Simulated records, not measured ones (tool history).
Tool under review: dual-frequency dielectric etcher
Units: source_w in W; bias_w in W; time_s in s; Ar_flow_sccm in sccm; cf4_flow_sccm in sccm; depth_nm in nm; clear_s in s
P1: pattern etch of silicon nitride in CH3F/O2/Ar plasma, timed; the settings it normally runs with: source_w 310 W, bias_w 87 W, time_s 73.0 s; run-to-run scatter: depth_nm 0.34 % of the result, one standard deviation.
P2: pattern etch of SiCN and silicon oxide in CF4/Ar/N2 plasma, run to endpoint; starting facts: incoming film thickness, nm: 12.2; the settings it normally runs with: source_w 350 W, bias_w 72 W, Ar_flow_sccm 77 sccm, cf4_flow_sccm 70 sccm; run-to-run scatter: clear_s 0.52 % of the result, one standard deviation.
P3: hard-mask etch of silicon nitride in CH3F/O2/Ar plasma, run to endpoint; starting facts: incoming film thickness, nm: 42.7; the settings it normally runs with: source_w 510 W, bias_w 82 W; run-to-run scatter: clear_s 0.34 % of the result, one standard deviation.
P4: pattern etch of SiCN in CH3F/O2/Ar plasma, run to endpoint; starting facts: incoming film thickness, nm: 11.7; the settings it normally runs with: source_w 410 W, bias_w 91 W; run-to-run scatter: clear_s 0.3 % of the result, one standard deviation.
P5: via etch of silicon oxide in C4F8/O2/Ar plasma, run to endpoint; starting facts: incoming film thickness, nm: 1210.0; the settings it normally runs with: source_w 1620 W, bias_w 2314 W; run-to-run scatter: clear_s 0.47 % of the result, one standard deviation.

| run | day | process | source_w | bias_w | time_s | Ar_flow_sccm | cf4_flow_sccm | hours since the last wet clean | hours since the last source power generator calibration | hours since the last bias power generator calibration | depth_nm | clear_s |
|---|---|---|---|---|---|---|---|---|---|---|---|---|
| 1 | 0.558 | P1 | 310 | 87 | 73.0 |  |  | 106.7 | 2147.2 | 1077.1 | 49.385 |  |
| 2 | 0.975 | P5 | 1620 | 1708 |  |  |  | 116.7 | 2157.2 | 1087.1 |  | 261.440 |
| 3 | 1.288 | P3 | 510 | 82 |  |  |  | 124.2 | 2164.7 | 1094.6 |  | 54.719 |
| 4 | 1.817 | P1 | 310 | 87 | 109.5 |  |  | 136.9 | 2177.4 | 1107.3 | 73.981 |  |
| 5 | 2.212 | P4 | 410 | 91 |  |  |  | 146.4 | 2186.9 | 1116.8 |  | 27.909 |
| 6 | 2.867 | P1 | 310 | 87 | 73.0 |  |  | 162.1 | 2202.6 | 1132.5 | 49.475 |  |
| 7 | 3.292 | P1 | 440 | 87 | 73.0 |  |  | 172.3 | 2212.8 | 1142.7 | 56.409 |  |
|  | 3.625 | wet clean of the chamber |
| 8 | 3.929 | P1 | 310 | 87 | 73.0 |  |  | 7.4 | 2228.1 | 1158.0 | 49.583 |  |
| 9 | 4.371 | P4 | 410 | 91 |  |  |  | 18.0 | 2238.7 | 1168.6 |  | 27.969 |
| 10 | 4.750 | P1 | 310 | 116 | 73.0 |  |  | 27.1 | 2247.8 | 1177.7 | 55.083 |  |
| 11 | 5.258 | P1 | 310 | 87 | 73.0 |  |  | 39.3 | 2260.0 | 1189.9 | 49.751 |  |
| 12 | 5.654 | P1 | 380 | 87 | 104.5 |  |  | 48.8 | 2269.5 | 1199.4 | 76.246 |  |
| 13 | 6.150 | P1 | 310 | 87 | 40.0 |  |  | 60.7 | 2281.4 | 1211.3 | 27.062 |  |
| 14 | 6.575 | P5 | 1620 | 2314 |  |  |  | 70.9 | 2291.6 | 1221.5 |  | 238.960 |
| 15 | 7.083 | P4 | 410 | 125 |  |  |  | 83.1 | 2303.8 | 1233.7 |  | 24.768 |
| 16 | 7.550 | P1 | 310 | 87 | 73.0 |  |  | 94.3 | 2315.0 | 1244.9 | 49.470 |  |
| 17 | 7.962 | P2 | 350 | 56 |  | 77 | 70 | 104.2 | 2324.9 | 1254.8 |  | 18.680 |
| 18 | 8.404 | P5 | 1050 | 2314 |  |  |  | 114.8 | 2335.5 | 1265.4 |  | 285.750 |
| 19 | 8.954 | P2 | 280 | 72 |  | 77 | 70 | 128.0 | 2348.7 | 1278.6 |  | 21.338 |
| 20 | 9.429 | P1 | 210 | 87 | 73.0 |  |  | 139.4 | 2360.1 | 1290.0 | 42.506 |  |
| 21 | 9.846 | P4 | 510 | 91 |  |  |  | 149.4 | 2370.1 | 1300.0 |  | 25.729 |
| 22 | 10.488 | P2 | 350 | 72 |  | 77 | 84 | 164.8 | 2385.5 | 1315.4 |  | 16.802 |
| 23 | 10.962 | P2 | 350 | 72 |  | 77 | 70 | 176.2 | 2396.9 | 1326.8 |  | 17.188 |
| 24 | 11.588 | P1 | 310 | 60 | 55.0 |  |  | 191.2 | 2411.9 | 1341.8 | 32.679 |  |
| 25 | 12.142 | P1 | 310 | 87 | 73.0 |  |  | 204.5 | 2425.2 | 1355.1 | 49.388 |  |
| 26 | 12.442 | P1 | 310 | 59 | 73.0 |  |  | 211.7 | 2432.4 | 1362.3 | 42.981 |  |
| 27 | 12.925 | P2 | 350 | 72 |  | 47 | 70 | 223.3 | 2444.0 | 1373.9 |  | 16.155 |
| 28 | 13.358 | P2 | 350 | 72 |  | 77 | 70 | 233.7 | 2454.4 | 1384.3 |  | 17.338 |
| 29 | 13.804 | P3 | 320 | 82 |  |  |  | 244.4 | 2465.1 | 1395.0 |  | 65.825 |
| 30 | 14.350 | P1 | 310 | 87 | 73.0 |  |  | 257.5 | 2478.2 | 1408.1 | 49.495 |  |
| 31 | 14.658 | P3 | 510 | 109 |  |  |  | 264.9 | 2485.6 | 1415.5 |  | 49.657 |
| 32 | 15.275 | P3 | 510 | 82 |  |  |  | 279.7 | 2500.4 | 1430.3 |  | 55.294 |
| 33 | 15.608 | P1 | 310 | 87 | 73.0 |  |  | 287.7 | 2508.4 | 1438.3 | 49.627 |  |
| 34 | 16.179 | P1 | 310 | 87 | 73.0 |  |  | 301.4 | 2522.1 | 1452.0 | 49.370 |  |
| 35 | 16.838 | P1 | 310 | 87 | 73.0 |  |  | 317.2 | 2537.9 | 1467.8 | 49.061 |  |
| 36 | 17.142 | P1 | 310 | 87 | 73.0 |  |  | 324.5 | 2545.2 | 1475.1 | 48.782 |  |
| 37 | 17.604 | P1 | 310 | 87 | 73.0 |  |  | 335.6 | 2556.3 | 1486.2 | 48.988 |  |
| 38 | 17.979 | P1 | 310 | 87 | 73.0 |  |  | 344.6 | 2565.3 | 1495.2 | 48.825 |  |
| 39 | 18.642 | P1 | 310 | 87 | 73.0 |  |  | 360.5 | 2581.2 | 1511.1 | 48.688 |  |
|  | 18.742 | wet clean of the chamber |
| 40 | 19.279 | P1 | 310 | 87 | 73.0 |  |  | 12.9 | 2596.5 | 1526.4 | 48.892 |  |
| 41 | 19.712 | P1 | 310 | 87 | 73.0 |  |  | 23.3 | 2606.9 | 1536.8 | 48.673 |  |
| 42 | 20.083 | P1 | 310 | 87 | 73.0 |  |  | 32.2 | 2615.8 | 1545.7 | 48.772 |  |
| 43 | 20.683 | P1 | 310 | 87 | 73.0 |  |  | 46.6 | 2630.2 | 1560.1 | 48.325 |  |
| 44 | 21.017 | P1 | 310 | 87 | 73.0 |  |  | 54.6 | 2638.2 | 1568.1 | 48.511 |  |

What P1 gives has crept away from where it was. These 2 causes fit the log equally well, each at the size given:
A: source power that arrives under what is set, % = 4.47
B: bias power that arrives under what is set, % = 4.61
The gradual shift began around day 15.608.
Other possible causes, and why each is ruled out:
chamber walls in a state that lowers the etch rate, %: serviced after onset, at day 18.742, with no recovery of the prior output

Which of the check runs below tells the causes apart, meaning the causes would give it clearly different results? Each run uses 3 wafers whose results are averaged, and each result is shown as a question mark.
| check 1 | 21.350 | P3 | 510 | 82 |  |  |  |  |  |  |  | ? |
| check 2 | 21.350 | P2 | 350 | 72 |  | 77 | 70 |  |  |  |  | ? |
| check 3 | 21.350 | P4 | 410 | 91 |  |  |  |  |  |  |  | ? |
| check 4 | 21.350 | P5 | 1620 | 2314 |  |  |  |  |  |  |  | ? |

Predicted outcomes, by check and by cause:
| check | result | if A | if B |
|---|---|---|---|
| check 1 | clear_s | 55.977 | 55.919 |
| check 2 | clear_s | 17.984 | 17.542 |
| check 3 | clear_s | 28.377 | 28.389 |
| check 4 | clear_s | 243.300 | 242.340 |
Per check, the gap between the least separated pair of causes, taken in the result that splits them most: check 1 0.1 %; check 2 2.49 %; check 3 0.04 %; check 4 0.4 %
Check 2 tells the causes apart: in the others they would give nearly the same result.

Running check 2 produced the following: clear_s 17.554 s. Which one of the listed causes fits?

It was cause B: bias power that arrives under what is set, %.

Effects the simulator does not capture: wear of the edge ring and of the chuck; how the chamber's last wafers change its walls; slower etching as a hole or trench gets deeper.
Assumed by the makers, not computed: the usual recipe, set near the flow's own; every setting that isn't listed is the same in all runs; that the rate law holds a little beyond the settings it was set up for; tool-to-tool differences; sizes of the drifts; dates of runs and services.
